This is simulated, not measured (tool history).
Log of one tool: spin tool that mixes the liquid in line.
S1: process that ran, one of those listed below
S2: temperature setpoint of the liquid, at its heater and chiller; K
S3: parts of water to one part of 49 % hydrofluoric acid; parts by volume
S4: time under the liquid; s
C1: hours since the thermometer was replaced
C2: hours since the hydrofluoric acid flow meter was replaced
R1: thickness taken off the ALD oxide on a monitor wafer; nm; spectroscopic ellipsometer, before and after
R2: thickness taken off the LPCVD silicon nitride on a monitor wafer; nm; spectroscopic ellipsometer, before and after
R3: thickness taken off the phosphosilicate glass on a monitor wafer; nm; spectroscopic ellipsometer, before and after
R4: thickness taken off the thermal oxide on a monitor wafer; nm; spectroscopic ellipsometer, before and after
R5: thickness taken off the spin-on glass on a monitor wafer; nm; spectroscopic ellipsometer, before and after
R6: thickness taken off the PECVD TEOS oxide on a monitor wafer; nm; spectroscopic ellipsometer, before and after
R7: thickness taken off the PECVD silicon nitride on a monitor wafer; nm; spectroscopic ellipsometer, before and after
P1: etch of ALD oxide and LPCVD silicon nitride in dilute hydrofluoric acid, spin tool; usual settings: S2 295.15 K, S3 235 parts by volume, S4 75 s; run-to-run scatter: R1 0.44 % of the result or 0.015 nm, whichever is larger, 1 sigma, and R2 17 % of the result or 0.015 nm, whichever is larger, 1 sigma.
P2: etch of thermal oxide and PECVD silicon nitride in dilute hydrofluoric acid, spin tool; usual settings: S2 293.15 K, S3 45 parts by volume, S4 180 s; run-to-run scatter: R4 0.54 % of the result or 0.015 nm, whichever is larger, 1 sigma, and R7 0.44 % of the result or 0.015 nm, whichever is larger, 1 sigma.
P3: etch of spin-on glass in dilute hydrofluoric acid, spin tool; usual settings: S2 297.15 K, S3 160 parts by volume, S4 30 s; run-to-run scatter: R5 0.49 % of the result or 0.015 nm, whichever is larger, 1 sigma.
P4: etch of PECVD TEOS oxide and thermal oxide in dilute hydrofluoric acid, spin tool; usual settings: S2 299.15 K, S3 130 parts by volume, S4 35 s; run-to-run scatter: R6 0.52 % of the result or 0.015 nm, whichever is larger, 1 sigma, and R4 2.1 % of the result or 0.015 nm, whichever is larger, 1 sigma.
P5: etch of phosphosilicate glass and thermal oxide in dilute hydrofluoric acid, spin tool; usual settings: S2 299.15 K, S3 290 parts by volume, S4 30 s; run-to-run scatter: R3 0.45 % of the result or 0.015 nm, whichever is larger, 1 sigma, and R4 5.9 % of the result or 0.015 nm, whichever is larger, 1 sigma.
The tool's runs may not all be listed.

| run | day | S1 | S2 | S3 | S4 | C1 | C2 | R1 | R2 | R3 | R4 | R5 | R6 | R7 |
|---|---|---|---|---|---|---|---|---|---|---|---|---|---|---|
| 1 | 0.300 | P1 | 295.15 | 235 | 75 | 1464.3 | 784.4 | 6.9412 | 0.090254 |  |  |  |  |  |
| 2 | 0.646 | P1 | 290.15 | 235 | 75 | 1472.6 | 792.7 | 5.6855 | 0.134440 |  |  |  |  |  |
| 3 | 1.008 | P5 | 305.15 | 290 | 30 | 1481.3 | 801.4 |  |  | 17.430 | 0.50477 |  |  |  |
| 4 | 1.462 | P1 | 295.15 | 235 | 25 | 1492.2 | 812.3 | 2.2996 | 0.027600 |  |  |  |  |  |
| 5 | 1.850 | P5 | 299.15 | 290 | 55 | 1501.5 | 821.6 |  |  | 26.292 | 0.78081 |  |  |  |
| 6 | 2.379 | P3 | 292.65 | 160 | 30 | 1514.2 | 834.3 |  |  |  |  | 5.3315 |  |  |
| 7 | 2.683 | P4 | 299.15 | 180 | 35 | 1521.5 | 841.6 |  |  |  | 0.91189 |  | 4.8704 |  |
| 8 | 3.062 | P1 | 295.15 | 235 | 75 | 1530.6 | 850.7 | 6.9365 | 0.104150 |  |  |  |  |  |
| 9 | 3.458 | P2 | 301.15 | 45 | 180 | 1540.1 | 860.2 |  |  |  | 23.62700 |  |  | 18.2060 |
| 10 | 3.992 | P1 | 295.15 | 235 | 75 | 1552.9 | 873.0 | 6.9096 | 0.158040 |  |  |  |  |  |
| 11 | 4.400 | P4 | 299.15 | 130 | 35 | 1562.7 | 882.8 |  |  |  | 1.32490 |  | 7.0804 |  |
| 12 | 4.825 | P4 | 291.15 | 130 | 35 | 1572.9 | 893.0 |  |  |  | 0.94765 |  | 5.1514 |  |
| 13 | 5.217 | P2 | 293.15 | 45 | 40 | 1582.3 | 902.4 |  |  |  | 3.76940 |  |  | 2.3404 |
| 14 | 5.675 | P1 | 291.15 | 315 | 75 | 1593.3 | 913.4 | 4.0830 | 0.086851 |  |  |  |  |  |
| 15 | 6.142 | P1 | 295.15 | 235 | 75 | 1604.5 | 924.6 | 6.8931 | 0.151110 |  |  |  |  |  |
| 16 | 6.579 | P1 | 295.15 | 235 | 75 | 1615.0 | 935.1 | 6.8691 | 0.111780 |  |  |  |  |  |
| 17 | 7.054 | P1 | 295.15 | 70 | 75 | 1626.4 | 946.5 | 27.4820 | 0.503790 |  |  |  |  |  |
| 18 | 7.408 | P2 | 293.15 | 25 | 180 | 1634.9 | 955.0 |  |  |  | 31.57800 |  |  | 18.6740 |
| 19 | 7.858 | P1 | 295.15 | 435 | 75 | 1645.7 | 965.8 | 3.1239 | 0.107510 |  |  |  |  |  |
| 20 | 8.375 | P1 | 295.15 | 235 | 75 | 1658.1 | 978.2 | 6.8790 | 0.101010 |  |  |  |  |  |
| 21 | 8.925 | P1 | 302.65 | 235 | 75 | 1671.3 | 991.4 | 9.0956 | 0.226210 |  |  |  |  |  |
| 22 | 9.475 | P5 | 299.15 | 50 | 30 | 1684.5 | 1004.6 |  |  | 110.480 | 3.17640 |  |  |  |

Run 23 comes next. What will it give?
| 23 | 10.017 | P1 | 290.15 | 125 | 75 | 1697.5 | 1017.6 | ? | ? |  |  |  |  |  |

{"run 23": {"R1": 11.864, "R2": 0.2233}}
